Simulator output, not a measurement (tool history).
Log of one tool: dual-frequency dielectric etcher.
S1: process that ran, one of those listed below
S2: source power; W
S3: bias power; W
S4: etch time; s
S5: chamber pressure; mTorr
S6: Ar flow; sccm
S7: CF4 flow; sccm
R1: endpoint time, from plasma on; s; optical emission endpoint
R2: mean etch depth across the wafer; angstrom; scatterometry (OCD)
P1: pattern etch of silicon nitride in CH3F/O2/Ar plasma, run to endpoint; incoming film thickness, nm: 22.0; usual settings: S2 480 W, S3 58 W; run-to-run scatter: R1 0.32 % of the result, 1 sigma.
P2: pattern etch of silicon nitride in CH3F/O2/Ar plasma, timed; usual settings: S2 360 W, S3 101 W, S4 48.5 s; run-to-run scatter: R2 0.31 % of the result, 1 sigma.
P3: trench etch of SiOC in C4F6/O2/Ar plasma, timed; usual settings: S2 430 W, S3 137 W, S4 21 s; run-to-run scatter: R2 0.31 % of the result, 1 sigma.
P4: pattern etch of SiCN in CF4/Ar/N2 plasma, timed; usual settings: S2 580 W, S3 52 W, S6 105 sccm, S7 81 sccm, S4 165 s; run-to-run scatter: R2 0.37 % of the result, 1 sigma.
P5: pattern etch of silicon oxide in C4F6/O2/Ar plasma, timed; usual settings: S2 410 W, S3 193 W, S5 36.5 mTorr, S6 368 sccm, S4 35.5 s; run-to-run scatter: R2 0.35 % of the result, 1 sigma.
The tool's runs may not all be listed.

Run 1, day 0.275: S1 P1, S2 480 W, S3 58 W. Result: R1 32.882 s.
Run 2, day 0.638: S1 P1, S2 480 W, S3 58 W. Result: R1 32.809 s.
Run 3, day 1.021: S1 P1, S2 480 W, S3 58 W. Result: R1 32.846 s.
Run 4, day 1.55: S1 P3, S2 430 W, S3 137 W, S4 26.5 s. Result: R2 530.02 angstrom.
Run 5, day 1.796: S1 P1, S2 480 W, S3 46 W. Result: R1 35.214 s.
At day 2.108: source power generator calibrated.
Run 6, day 2.3: S1 P5, S2 410 W, S3 193 W, S4 35.5 s, S5 36.5 mTorr, S6 449 sccm. Result: R2 1082.1 angstrom.
Run 7, day 2.758: S1 P4, S2 580 W, S3 52 W, S4 165 s, S6 105 sccm, S7 109 sccm. Result: R2 1674.4 angstrom.
Run 8, day 3.225: S1 P2, S2 220 W, S3 101 W, S4 48.5 s. Result: R2 297.92 angstrom.
Run 9, day 3.696: S1 P3, S2 270 W, S3 137 W, S4 21 s. Result: R2 348.02 angstrom.
Run 10, day 4.058: S1 P5, S2 410 W, S3 193 W, S4 45.5 s, S5 36.5 mTorr, S6 368 sccm. Result: R2 1407.2 angstrom.
Run 11, day 4.471: S1 P4, S2 780 W, S3 52 W, S4 165 s, S6 105 sccm, S7 81 sccm. Result: R2 2098 angstrom.
Run 12, day 4.917: S1 P1, S2 480 W, S3 58 W. Result: R1 33.002 s.
Run 13, day 5.262: S1 P4, S2 580 W, S3 52 W, S4 165 s, S6 135 sccm, S7 81 sccm. Result: R2 1531.4 angstrom.
Run 14, day 5.654: S1 P1, S2 640 W, S3 77 W. Result: R1 26.744 s.
Run 15, day 6.142: S1 P1, S2 480 W, S3 58 W. Result: R1 32.786 s.
Run 16, day 6.583: S1 P3, S2 430 W, S3 92 W, S4 21 s. Result: R2 374.24 angstrom.
Run 17, day 6.921: S1 P1, S2 350 W, S3 74 W. Result: R1 34.227 s.
Run 18, day 7.442: S1 P2, S2 360 W, S3 101 W, S4 48.5 s. Result: R2 357.83 angstrom.
Run 19, day 7.808: S1 P4, S2 580 W, S3 62 W, S4 165 s, S6 105 sccm, S7 81 sccm. Result: R2 1692.2 angstrom.
Run 20, day 8.058: S1 P4, S2 580 W, S3 52 W, S4 165 s, S6 105 sccm, S7 81 sccm. Result: R2 1594.7 angstrom.
Run 21, day 8.388: S1 P4, S2 580 W, S3 52 W, S4 126.5 s, S6 105 sccm, S7 81 sccm. Result: R2 1222.6 angstrom.
Run 22, day 8.867: S1 P3, S2 430 W, S3 137 W, S4 21 s. Result: R2 419.23 angstrom.

The next listed run, before its measurement:
Run 23, day 9.371: S1 P2, S2 360 W, S3 101 W, S4 67 s. Result: R2 ?.

Run 23 gave R2 494.15 angstrom.
